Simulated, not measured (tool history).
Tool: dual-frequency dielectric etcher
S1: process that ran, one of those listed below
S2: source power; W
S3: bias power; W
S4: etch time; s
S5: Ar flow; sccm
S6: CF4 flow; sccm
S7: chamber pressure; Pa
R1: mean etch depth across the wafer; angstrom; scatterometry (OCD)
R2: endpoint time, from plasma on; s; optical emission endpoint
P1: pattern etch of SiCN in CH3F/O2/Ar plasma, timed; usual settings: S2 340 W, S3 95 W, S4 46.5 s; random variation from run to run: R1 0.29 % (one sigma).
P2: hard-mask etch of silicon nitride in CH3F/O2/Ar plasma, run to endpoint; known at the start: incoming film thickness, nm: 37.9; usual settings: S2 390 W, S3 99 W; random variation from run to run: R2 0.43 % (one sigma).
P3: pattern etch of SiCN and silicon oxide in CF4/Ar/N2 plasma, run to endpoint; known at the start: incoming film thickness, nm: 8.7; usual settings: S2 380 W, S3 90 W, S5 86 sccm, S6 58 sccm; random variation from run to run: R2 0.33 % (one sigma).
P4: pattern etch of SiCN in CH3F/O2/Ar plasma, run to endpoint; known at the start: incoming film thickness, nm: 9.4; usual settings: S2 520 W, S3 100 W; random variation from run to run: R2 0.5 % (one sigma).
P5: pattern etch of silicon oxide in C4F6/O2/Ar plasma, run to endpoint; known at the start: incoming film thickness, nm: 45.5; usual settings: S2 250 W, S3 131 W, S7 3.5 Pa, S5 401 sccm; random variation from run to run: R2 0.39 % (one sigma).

| run | hour | S1 | S2 | S3 | S4 | S5 | S6 | S7 | R1 | R2 |
|---|---|---|---|---|---|---|---|---|---|---|
| 1 | 13.5 | P1 | 340 | 95 | 46.5 |  |  |  | 181.32 |  |
| 2 | 23.0 | P1 | 430 | 95 | 37.0 |  |  |  | 158.11 |  |
| 3 | 38.5 | P4 | 520 | 67 |  |  |  |  |  | 23.206 |
| 4 | 54.8 | P3 | 380 | 90 |  | 86 | 58 |  |  | 11.191 |
| 5 | 63.4 | P1 | 220 | 75 | 46.5 |  |  |  | 141.98 |  |
| 6 | 76.0 | P1 | 470 | 95 | 46.5 |  |  |  | 204.53 |  |
| 7 | 84.0 | P1 | 340 | 76 | 46.5 |  |  |  | 166.72 |  |
|  | 87.6 | wet clean of the chamber |
| 8 | 95.7 | P2 | 310 | 99 |  |  |  |  |  | 54.733 |
| 9 | 105.0 | P1 | 340 | 95 | 46.5 |  |  |  | 181.31 |  |
| 10 | 115.2 | P4 | 520 | 100 |  |  |  |  |  | 20.071 |
| 11 | 123.7 | P1 | 340 | 95 | 34.0 |  |  |  | 133.34 |  |
| 12 | 134.9 | P1 | 260 | 95 | 46.5 |  |  |  | 165.27 |  |
| 13 | 150.2 | P4 | 670 | 100 |  |  |  |  |  | 18.492 |
| 14 | 159.5 | P5 | 190 | 131 |  | 401 |  | 3.5 |  | 21.358 |
|  | 161.0 | bias power generator calibrated |
| 15 | 174.9 | P5 | 250 | 91 |  | 401 |  | 3.5 |  | 21.390 |
| 16 | 185.0 | P2 | 390 | 126 |  |  |  |  |  | 45.683 |
| 17 | 195.1 | P5 | 250 | 131 |  | 401 |  | 4.3 |  | 19.854 |
| 18 | 208.1 | P1 | 340 | 95 | 57.5 |  |  |  | 225.52 |  |
| 19 | 222.0 | P3 | 380 | 90 |  | 106 | 58 |  |  | 11.441 |
| 20 | 231.3 | P1 | 340 | 116 | 46.5 |  |  |  | 195.85 |  |
| 21 | 239.8 | P4 | 520 | 100 |  |  |  |  |  | 20.201 |
| 22 | 251.9 | P2 | 390 | 99 |  |  |  |  |  | 50.297 |
| 23 | 262.0 | P3 | 380 | 114 |  | 86 | 58 |  |  | 10.235 |
| 24 | 276.3 | P3 | 380 | 90 |  | 86 | 39 |  |  | 11.795 |
| 25 | 284.7 | P1 | 340 | 95 | 46.5 |  |  |  | 182.23 |  |
| 26 | 299.5 | P1 | 340 | 95 | 46.5 |  |  |  | 182.20 |  |

Run 27 comes next. What will it give?
| 27 | 315.4 | P5 | 250 | 131 |  | 401 |  | 3.5 |  | ? |

{"run 27": {"R2": 19.251}}

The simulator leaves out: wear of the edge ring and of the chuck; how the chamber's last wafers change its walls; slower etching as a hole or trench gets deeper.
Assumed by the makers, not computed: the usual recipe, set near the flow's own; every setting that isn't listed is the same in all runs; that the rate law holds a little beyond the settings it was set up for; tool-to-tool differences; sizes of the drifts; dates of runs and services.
